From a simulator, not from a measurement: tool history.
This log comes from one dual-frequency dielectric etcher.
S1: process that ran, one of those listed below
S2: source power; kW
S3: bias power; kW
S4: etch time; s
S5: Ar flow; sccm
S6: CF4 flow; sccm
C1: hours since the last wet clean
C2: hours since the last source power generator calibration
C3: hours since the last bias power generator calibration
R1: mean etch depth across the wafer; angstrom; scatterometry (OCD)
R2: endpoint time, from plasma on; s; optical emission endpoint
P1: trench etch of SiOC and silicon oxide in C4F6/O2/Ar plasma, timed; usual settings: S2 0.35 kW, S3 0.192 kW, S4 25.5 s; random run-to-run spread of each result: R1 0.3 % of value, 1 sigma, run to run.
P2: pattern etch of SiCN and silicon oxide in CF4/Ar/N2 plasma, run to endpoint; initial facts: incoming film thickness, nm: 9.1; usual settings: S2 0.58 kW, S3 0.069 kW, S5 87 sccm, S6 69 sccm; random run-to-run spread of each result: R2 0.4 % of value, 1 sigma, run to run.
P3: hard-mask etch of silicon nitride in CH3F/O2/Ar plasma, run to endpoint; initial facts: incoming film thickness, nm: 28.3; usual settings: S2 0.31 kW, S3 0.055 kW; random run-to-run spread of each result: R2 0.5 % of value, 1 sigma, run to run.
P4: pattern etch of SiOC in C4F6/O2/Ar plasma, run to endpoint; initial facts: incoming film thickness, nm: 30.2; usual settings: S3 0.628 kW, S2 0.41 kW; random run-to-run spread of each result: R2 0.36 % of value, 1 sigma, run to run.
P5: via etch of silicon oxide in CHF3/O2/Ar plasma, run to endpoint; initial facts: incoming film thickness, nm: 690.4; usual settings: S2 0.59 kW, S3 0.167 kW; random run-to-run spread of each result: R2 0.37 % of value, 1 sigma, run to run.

{"run": 1, "hour": 4.1, "S1": "P1", "S2": 0.35, "S3": 0.192, "S4": 25.5, "C1": 230.3, "C2": 556.1, "C3": 673, "R1": 489.35}
{"run": 2, "hour": 10.8, "S1": "P1", "S2": 0.48, "S3": 0.192, "S4": 35, "C1": 237, "C2": 562.8, "C3": 679.7, "R1": 759.3}
{"run": 3, "hour": 15.6, "S1": "P5", "S2": 0.59, "S3": 0.167, "C1": 241.8, "C2": 567.6, "C3": 684.5, "R2": 366.03}
{"run": 4, "hour": 24.6, "S1": "P1", "S2": 0.35, "S3": 0.192, "S4": 35.5, "C1": 250.8, "C2": 576.6, "C3": 693.5, "R1": 682.49}
{"run": 5, "hour": 31.4, "S1": "P1", "S2": 0.35, "S3": 0.192, "S4": 25.5, "C1": 257.6, "C2": 583.4, "C3": 700.3, "R1": 489.35}
{"run": 6, "hour": 35.5, "S1": "P1", "S2": 0.25, "S3": 0.192, "S4": 25.5, "C1": 261.7, "C2": 587.5, "C3": 704.4, "R1": 429.22}
{"run": 7, "hour": 44.8, "S1": "P2", "S2": 0.74, "S3": 0.069, "S5": 87, "S6": 69, "C1": 271, "C2": 596.8, "C3": 713.7, "R2": 6.8408}
{"run": 8, "hour": 49.5, "S1": "P5", "S2": 0.44, "S3": 0.167, "C1": 275.7, "C2": 601.5, "C3": 718.4, "R2": 412.21}
{"run": 9, "hour": 56.0, "S1": "P2", "S2": 0.58, "S3": 0.069, "S5": 87, "S6": 69, "C1": 282.2, "C2": 608, "C3": 724.9, "R2": 8.5728}
{"hour": 57.7, "done": "bias power generator calibrated"}
{"run": 10, "hour": 60.1, "S1": "P1", "S2": 0.35, "S3": 0.139, "S4": 25.5, "C1": 286.3, "C2": 612.1, "C3": 2.5, "R1": 444.07}
{"run": 11, "hour": 64.5, "S1": "P1", "S2": 0.35, "S3": 0.192, "S4": 25.5, "C1": 290.7, "C2": 616.5, "C3": 6.9, "R1": 487.5}
{"run": 12, "hour": 72.8, "S1": "P4", "S2": 0.25, "S3": 0.628, "C1": 299, "C2": 624.8, "C3": 15.2, "R2": 11.058}
{"run": 13, "hour": 77.6, "S1": "P4", "S2": 0.41, "S3": 0.628, "C1": 303.8, "C2": 629.6, "C3": 20, "R2": 9.2315}
{"run": 14, "hour": 83.6, "S1": "P1", "S2": 0.35, "S3": 0.192, "S4": 25.5, "C1": 309.8, "C2": 635.6, "C3": 26, "R1": 491.12}
{"run": 15, "hour": 91.0, "S1": "P1", "S2": 0.35, "S3": 0.192, "S4": 25.5, "C1": 317.2, "C2": 643, "C3": 33.4, "R1": 490.1}
{"run": 16, "hour": 95.8, "S1": "P4", "S2": 0.41, "S3": 0.366, "C1": 322, "C2": 647.8, "C3": 38.2, "R2": 11.296}
{"run": 17, "hour": 101.1, "S1": "P3", "S2": 0.31, "S3": 0.034, "C1": 327.3, "C2": 653.1, "C3": 43.5, "R2": 57.598}
{"run": 18, "hour": 108.1, "S1": "P3", "S2": 0.19, "S3": 0.055, "C1": 334.3, "C2": 660.1, "C3": 50.5, "R2": 59.628}
{"run": 19, "hour": 112.6, "S1": "P2", "S2": 0.58, "S3": 0.069, "S5": 87, "S6": 88, "C1": 338.8, "C2": 664.6, "C3": 55, "R2": 8.265}
{"run": 20, "hour": 120.1, "S1": "P2", "S2": 0.58, "S3": 0.095, "S5": 87, "S6": 69, "C1": 346.3, "C2": 672.1, "C3": 62.5, "R2": 7.7306}
{"run": 21, "hour": 125.4, "S1": "P2", "S2": 0.58, "S3": 0.069, "S5": 56, "S6": 69, "C1": 351.6, "C2": 677.4, "C3": 67.8, "R2": 8.0566}
{"run": 22, "hour": 130.7, "S1": "P1", "S2": 0.35, "S3": 0.232, "S4": 25.5, "C1": 356.9, "C2": 682.7, "C3": 73.1, "R1": 521.39}
{"run": 23, "hour": 136.6, "S1": "P5", "S2": 0.59, "S3": 0.167, "C1": 362.8, "C2": 688.6, "C3": 79, "R2": 365.69}
{"run": 24, "hour": 141.0, "S1": "P3", "S2": 0.31, "S3": 0.055, "C1": 367.2, "C2": 693, "C3": 83.4, "R2": 49.901}
{"run": 25, "hour": 146.5, "S1": "P1", "S2": 0.28, "S3": 0.192, "S4": 17.5, "C1": 372.7, "C2": 698.5, "C3": 88.9, "R1": 308.99}
{"run": 26, "hour": 155.6, "S1": "P5", "S2": 0.59, "S3": 0.213, "C1": 381.8, "C2": 707.6, "C3": 98, "R2": 336.01}
{"run": 27, "hour": 162.7, "S1": "P4", "S2": 0.41, "S3": 0.628, "C1": 388.9, "C2": 714.7, "C3": 105.1, "R2": 9.2019}
{"hour": 168.2, "done": "source power generator calibrated"}
{"run": 28, "hour": 170.9, "S1": "P1", "S2": 0.35, "S3": 0.192, "S4": 14, "C1": 397.1, "C2": 2.8, "C3": 113.3, "R1": 268.85}
{"run": 29, "hour": 177.7, "S1": "P1", "S2": 0.5, "S3": 0.192, "S4": 25.5, "C1": 403.9, "C2": 9.6, "C3": 120.1, "R1": 563.97}
{"run": 30, "hour": 183.6, "S1": "P1", "S2": 0.45, "S3": 0.192, "S4": 34, "C1": 409.8, "C2": 15.5, "C3": 126, "R1": 722.25}
{"run": 31, "hour": 190.2, "S1": "P2", "S2": 0.58, "S3": 0.069, "S5": 87, "S6": 69, "C1": 416.4, "C2": 22.1, "C3": 132.6, "R2": 8.606}
{"run": 32, "hour": 199.3, "S1": "P3", "S2": 0.31, "S3": 0.055, "C1": 425.5, "C2": 31.2, "C3": 141.7, "R2": 49.586}
{"run": 33, "hour": 205.2, "S1": "P1", "S2": 0.35, "S3": 0.192, "S4": 25.5, "C1": 431.4, "C2": 37.1, "C3": 147.6, "R1": 487.48}
{"run": 34, "hour": 212.9, "S1": "P1", "S2": 0.35, "S3": 0.192, "S4": 25.5, "C1": 439.1, "C2": 44.8, "C3": 155.3, "R1": 492.95}
{"run": 35, "hour": 217.1, "S1": "P1", "S2": 0.35, "S3": 0.192, "S4": 25.5, "C1": 443.3, "C2": 49, "C3": 159.5, "R1": 492.46}
{"run": 36, "hour": 221.4, "S1": "P1", "S2": 0.35, "S3": 0.192, "S4": 25.5, "C1": 447.6, "C2": 53.3, "C3": 163.8, "R1": 496.75}
{"run": 37, "hour": 230.2, "S1": "P1", "S2": 0.35, "S3": 0.192, "S4": 25.5, "C1": 456.4, "C2": 62.1, "C3": 172.6, "R1": 497.27}
{"run": 38, "hour": 237.1, "S1": "P1", "S2": 0.35, "S3": 0.192, "S4": 25.5, "C1": 463.3, "C2": 69, "C3": 179.5, "R1": 500.24}
{"run": 39, "hour": 245.6, "S1": "P1", "S2": 0.35, "S3": 0.192, "S4": 25.5, "C1": 471.8, "C2": 77.5, "C3": 188, "R1": 499.59}
{"hour": 247.5, "done": "wet clean of the chamber"}
{"run": 40, "hour": 252.3, "S1": "P1", "S2": 0.35, "S3": 0.192, "S4": 25.5, "C1": 4.8, "C2": 84.2, "C3": 194.7, "R1": 496.58}
{"run": 41, "hour": 259.5, "S1": "P1", "S2": 0.35, "S3": 0.192, "S4": 25.5, "C1": 12, "C2": 91.4, "C3": 201.9, "R1": 499.56}
{"run": 42, "hour": 268.0, "S1": "P1", "S2": 0.35, "S3": 0.192, "S4": 25.5, "C1": 20.5, "C2": 99.9, "C3": 210.4, "R1": 496.94}
{"run": 43, "hour": 276.4, "S1": "P1", "S2": 0.35, "S3": 0.192, "S4": 25.5, "C1": 28.9, "C2": 108.3, "C3": 218.8, "R1": 496.38}

P1 no longer gives what it gave before; its output has crept away from where it was. The following 2 causes, each at its listed size, fit the log equally well:
A: source power that arrives over what is set, % = 4.01
B: bias power that arrives over what is set, % = 4.79
The onset of the drift is placed at about hour 205.2.
Ruled out, with reasons:
chamber walls in a state that raises the etch rate, %: maintenance at hour 247.5, after the shift began, did not return the process to its former output

Which of the check runs below tells the causes apart, meaning the causes would give it clearly different results? Each run uses 2 wafers whose results are averaged, and each result is shown as a question mark.
{"run": "check 1", "hour": 284.8, "S1": "P2", "S2": 0.69, "S3": 0.069, "S5": 87, "S6": 69, "R2": "?"}
{"run": "check 2", "hour": 284.8, "S1": "P4", "S2": 0.25, "S3": 0.428, "R2": "?"}
{"run": "check 3", "hour": 284.8, "S1": "P5", "S2": 0.59, "S3": 0.208, "R2": "?"}
{"run": "check 4", "hour": 284.8, "S1": "P3", "S2": 0.25, "S3": 0.038, "R2": "?"}

Check results expected under each cause:
check=check_1 result=R2 if_A=7.0917 if_B=7.2355
check=check_2 result=R2 if_A=12.619 if_B=12.581
check=check_3 result=R2 if_A=335.04 if_B=334.59
check=check_4 result=R2 if_A=59.692 if_B=59.761
Distance between the nearest two causes, measured in the result of the check that separates them most: check 1 2.01 %; check 2 0.3 %; check 3 0.14 %; check 4 0.12 %
The causes can be told apart only by check 1. The other checks would give nearly the same results under each of them.

After running check 1, the following was obtained: R2 7.0872 s. Which cause does this point to?

It was cause A: source power that arrives over what is set, %.
